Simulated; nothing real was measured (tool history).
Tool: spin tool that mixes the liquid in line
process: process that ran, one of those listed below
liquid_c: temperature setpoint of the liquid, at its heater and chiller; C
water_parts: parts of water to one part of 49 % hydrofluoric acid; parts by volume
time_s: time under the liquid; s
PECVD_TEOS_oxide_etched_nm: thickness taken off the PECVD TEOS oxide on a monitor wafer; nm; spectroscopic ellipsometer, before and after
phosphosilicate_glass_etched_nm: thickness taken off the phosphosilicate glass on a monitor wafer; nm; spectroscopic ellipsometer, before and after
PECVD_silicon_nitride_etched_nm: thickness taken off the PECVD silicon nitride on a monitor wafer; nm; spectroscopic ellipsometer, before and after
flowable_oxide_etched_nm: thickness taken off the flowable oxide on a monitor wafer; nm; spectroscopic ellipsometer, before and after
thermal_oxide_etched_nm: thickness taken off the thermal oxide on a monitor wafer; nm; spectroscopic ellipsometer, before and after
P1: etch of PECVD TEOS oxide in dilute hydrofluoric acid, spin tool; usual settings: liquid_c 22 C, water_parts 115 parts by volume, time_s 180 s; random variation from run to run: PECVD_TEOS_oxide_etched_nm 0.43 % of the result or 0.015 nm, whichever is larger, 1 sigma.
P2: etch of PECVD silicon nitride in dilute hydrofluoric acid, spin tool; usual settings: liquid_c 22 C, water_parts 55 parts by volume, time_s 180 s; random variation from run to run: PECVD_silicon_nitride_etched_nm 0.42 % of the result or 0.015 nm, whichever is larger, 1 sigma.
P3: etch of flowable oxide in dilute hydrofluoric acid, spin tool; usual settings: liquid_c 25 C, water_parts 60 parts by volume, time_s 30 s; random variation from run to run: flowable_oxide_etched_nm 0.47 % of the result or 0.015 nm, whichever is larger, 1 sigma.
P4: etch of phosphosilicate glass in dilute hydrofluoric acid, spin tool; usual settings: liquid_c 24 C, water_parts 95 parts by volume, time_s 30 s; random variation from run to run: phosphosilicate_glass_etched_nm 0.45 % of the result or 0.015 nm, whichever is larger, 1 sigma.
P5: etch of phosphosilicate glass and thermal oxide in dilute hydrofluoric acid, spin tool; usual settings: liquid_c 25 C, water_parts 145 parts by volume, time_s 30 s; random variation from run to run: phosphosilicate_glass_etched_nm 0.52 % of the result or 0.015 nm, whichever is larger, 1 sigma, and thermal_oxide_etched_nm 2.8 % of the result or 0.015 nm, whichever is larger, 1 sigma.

run,hour,process,liquid_c,water_parts,time_s,hours since the thermometer was replaced,hours since the hydrofluoric acid flow meter was replaced,PECVD_TEOS_oxide_etched_nm,phosphosilicate_glass_etched_nm,PECVD_silicon_nitride_etched_nm,flowable_oxide_etched_nm,thermal_oxide_etched_nm
1,19.4,P1,22,115,180,627.4,1241.3,31.017,,,,
2,33.5,P4,24,160,30,641.5,1255.4,,27.946,,,
3,50.1,P2,22,55,275,658.1,1272,,,11.852,,
4,62.5,P4,24,95,30,670.5,1284.4,,50.785,,,
5,80.8,P1,22,115,180,688.8,1302.7,31.027,,,,
6,90.7,P2,22,55,180,698.7,1312.6,,,7.7624,,
7,104.1,P2,22,20,180,712.1,1326,,,20.587,,
8,121.1,P3,20.5,60,30,729.1,1343,,,,11.768,
9,134,P3,25,60,55,742,1355.9,,,,25.925,
10,148.1,P1,22,115,80,756.1,1370,13.78,,,,
11,160.8,P1,22,195,180,768.8,1382.7,16.758,,,,
12,174.5,P1,22,60,345,782.5,1396.4,120.3,,,,
13,183.3,P4,24,95,30,791.3,1405.2,,50.562,,,
14,196.7,P4,24,95,50,804.7,1418.6,,85.044,,,
15,215.1,P4,28.5,95,30,823.1,1437,,60.083,,,
16,224.9,P1,22,115,180,832.9,1446.8,30.949,,,,
17,243.3,P5,25,145,30,851.3,1465.2,,14.889,,,0.92204
18,262.6,P5,25,145,15,870.6,1484.5,,7.4704,,,0.46406
19,278.8,P3,25,60,30,886.8,1500.7,,,,14.191,
20,296,P1,27.5,115,180,904,1517.9,38.322,,,,
21,306.6,P1,22,155,15,914.6,1528.5,1.8312,,,,
22,315.7,P3,25,60,30,923.7,1537.6,,,,14.158,
23,328.5,P1,17,115,180,936.5,1550.4,25.265,,,,
24,338.6,P2,17,55,180,946.6,1560.5,,,5.4989,,
25,349,P1,22,115,180,957,1570.9,31.182,,,,
26,367,P2,22,55,180,975,1588.9,,,7.6943,,
27,378.8,P1,22,115,180,986.8,1600.7,30.889,,,,
28,396.3,P1,22,115,180,1004.3,1618.2,31.007,,,,
29,404.7,P3,25,110,30,1012.7,1626.6,,,,7.2372,
30,421.8,P5,31,145,30,1029.8,1643.7,,18.64,,,1.1426
31,439.1,P1,22,30,180,1047.1,1661,132,,,,
32,458.5,P1,22,115,270,1066.5,1680.4,46.255,,,,
33,475.9,P1,22,180,35,1083.9,1697.8,3.5683,,,,
34,487,P5,25,145,30,1095,1708.9,,14.79,,,0.90168
35,502,P5,25,200,30,1110,1723.9,,10.149,,,0.62577
36,521.4,P1,22,115,180,1129.4,1743.3,30.714,,,,
37,538.5,P1,22,115,180,1146.5,1760.4,29.748,,,,
38,551,P1,22,115,180,1159,1772.9,29.302,,,,
39,567.9,P1,22,115,180,1175.9,1789.8,28.885,,,,
40,576.8,P1,22,115,180,1184.8,1798.7,28.781,,,,
41,588.4,P1,22,115,180,1196.4,1810.3,28.51,,,,
42,598.2,P1,22,115,180,1206.2,1820.1,28.634,,,,
43,608.7,P1,22,115,180,1216.7,1830.6,28.603,,,,
44,623.8,P1,22,115,180,1231.8,1845.7,28.529,,,,

What P1 gives has crept away from where it was. These 2 causes fit the log equally well, each at the size given:
A: liquid colder than its thermometer reads (K) = 2.08
B: hydrofluoric acid flow below the setpoint (%) = 7.09
The creep began at about hour 521.4.

4 check runs are offered, one wafer each, their results left as question marks. Which one tells the causes apart?
check 1,638.9,P5,25,145,30,,,,?,,,?
check 2,638.9,P4,24,95,30,,,,?,,,
check 3,638.9,P3,25,60,30,,,,,,?,
check 4,638.9,P2,22,55,180,,,,,?,,

What each check would give under each cause:
check,result,if A,if B
check 1,phosphosilicate_glass_etched_nm,13.752,13.661
check 1,thermal_oxide_etched_nm,0.85304,0.84736
check 2,phosphosilicate_glass_etched_nm,46.826,46.874
check 3,flowable_oxide_etched_nm,13.054,13.123
check 4,PECVD_silicon_nitride_etched_nm,6.7311,7.2282
How far apart the two closest causes lie, in the result that separates them most: check 1 0.67 %; check 2 0.1 %; check 3 0.53 %; check 4 7.13 %
Check 4 tells the causes apart: in the others they would give nearly the same result.

Check 4 was then run and gave: PECVD_silicon_nitride_etched_nm 6.7662 nm. Which cause is it?

It is A: liquid colder than its thermometer reads (K).

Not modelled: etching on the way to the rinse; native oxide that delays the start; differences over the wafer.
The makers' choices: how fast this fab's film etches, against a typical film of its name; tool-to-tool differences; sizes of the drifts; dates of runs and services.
